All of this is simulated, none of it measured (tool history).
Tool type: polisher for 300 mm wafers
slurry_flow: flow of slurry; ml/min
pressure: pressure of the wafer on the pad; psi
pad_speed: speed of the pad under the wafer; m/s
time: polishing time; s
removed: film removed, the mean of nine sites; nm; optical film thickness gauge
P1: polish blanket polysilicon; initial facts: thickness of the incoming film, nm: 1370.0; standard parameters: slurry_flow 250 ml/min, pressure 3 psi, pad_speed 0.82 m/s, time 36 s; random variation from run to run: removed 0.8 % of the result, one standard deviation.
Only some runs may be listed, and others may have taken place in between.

run   hour  slurry_flow  pressure  pad_speed  time  wafers polished on this pad  hours since the slurry nozzle was cleaned  hours since the head pressure was calibrated  removed
  1   14.7          250         3       0.82    36                          437                                      364.4                                          97.2   225.64
  2   25.1          250         3       0.82    48                          543                                      374.8                                         107.6   293.33
  3   36.3          250       1.5       0.82    36                          656                                        386                                         118.8   110.84
  4   44.1          250         3       0.82    36                          735                                      393.8                                         126.6   221.52
  5     60          150         3       0.82    36                          896                                      409.7                                         142.5   205.46
  6   70.8          250         3       1.12    36                         1006                                      420.5                                         153.3   302.32
  7   82.6          250         3       0.82    36                         1125                                      432.3                                         165.1   221.17
  8   92.2          250         3       0.82    36                         1223                                      441.9                                         174.7   223.29
  9    101          250       4.4       0.82    36                         1312                                      450.7                                         183.5   321.14
 10    118          250         3       0.42    36                         1484                                      467.7                                         200.5   113.98
     124.4  -- slurry nozzle cleaned
     134.2  -- head pressure recalibrated
 11  135.2          250         3       0.82    25                         1658                                       10.9                                             1   154.66
 12  151.1          250         3       0.82    36                         1820                                       26.8                                          16.9   222.34
 13  167.6          330         3       0.82    36                         1987                                       43.3                                          33.4   224.32
 14  179.9          320         3       0.82    52                         2111                                       55.6                                          45.7   326.99
 15  188.4          150         3       0.82    54                         2198                                       64.1                                          54.2   312.34
 16  204.5          250         3       0.82    36                         2361                                       80.2                                          70.3   221.04
 17  217.3          250         3       0.82    36                         2490                                         93                                          83.1   220.85
 18  227.8          250         3       0.82    36                         2597                                      103.5                                          93.6   217.04
 19  237.8          250         3       0.82    36                         2698                                      113.5                                         103.6   211.21
 20  249.7          250         3       0.82    36                         2819                                      125.4                                         115.5   212.17
     251.7  -- worn pad replaced by a new one
 21  260.9          250         3       0.82    36                           93                                      136.6                                         126.7   209.94
 22  278.6          250         3       0.82    36                          272                                      154.3                                         144.4      207
 23  288.8          250         3       0.82    36                          376                                      164.5                                         154.6   206.93
 24    305          250         3       0.82    36                          540                                      180.7                                         170.8   206.06
 25  312.9          250         3       0.82    36                          620                                      188.6                                         178.7   205.49

Something has made what P1 gives creep away from where it was; the 2 causes below, each at its own stated size, fit the log equally well:
A: head's pressure below its setpoint, % = 6.41
B: slurry flow missing at the pad, % = 38.6
The onset of the drift is placed at about hour 204.5.
All other causes, with the reason each is excluded:
removal rate lost through wear of the pad, %: was serviced at hour 251.7, once the creep was under way, yet the earlier output never came back

You are offered 4 check runs, listed below with question marks in place of their results; each one averages 5 wafers. Which run separates the listed causes by giving clearly different results for each?
check 1  320.8          250       1.5       0.66    36                                                                                                                              ?
check 2  320.8          250         2       0.82    28                                                                                                                              ?
check 3  320.8          250       1.6       0.82    36                                                                                                                              ?
check 4  320.8          175         3       0.82    36                                                                                                                              ?

Expected result of each check under each candidate cause:
  check   result    if A    if B
check 1  removed  83.738  83.742
check 2  removed  107.89   107.9
check 3  removed  110.97  110.98
check 4  removed  198.85  193.77
Per-check spread between the two closest causes, in the result where they differ most: check 1 0.01 %; check 2 0.01 %; check 3 0.01 %; check 4 2.59 %
Only check 4 tells the causes apart: in the others they would give nearly the same result.

With check 4 done, the readings were: removed 193.33 nm. Identify which of the listed causes applies.

B is the cause: slurry flow missing at the pad, %.

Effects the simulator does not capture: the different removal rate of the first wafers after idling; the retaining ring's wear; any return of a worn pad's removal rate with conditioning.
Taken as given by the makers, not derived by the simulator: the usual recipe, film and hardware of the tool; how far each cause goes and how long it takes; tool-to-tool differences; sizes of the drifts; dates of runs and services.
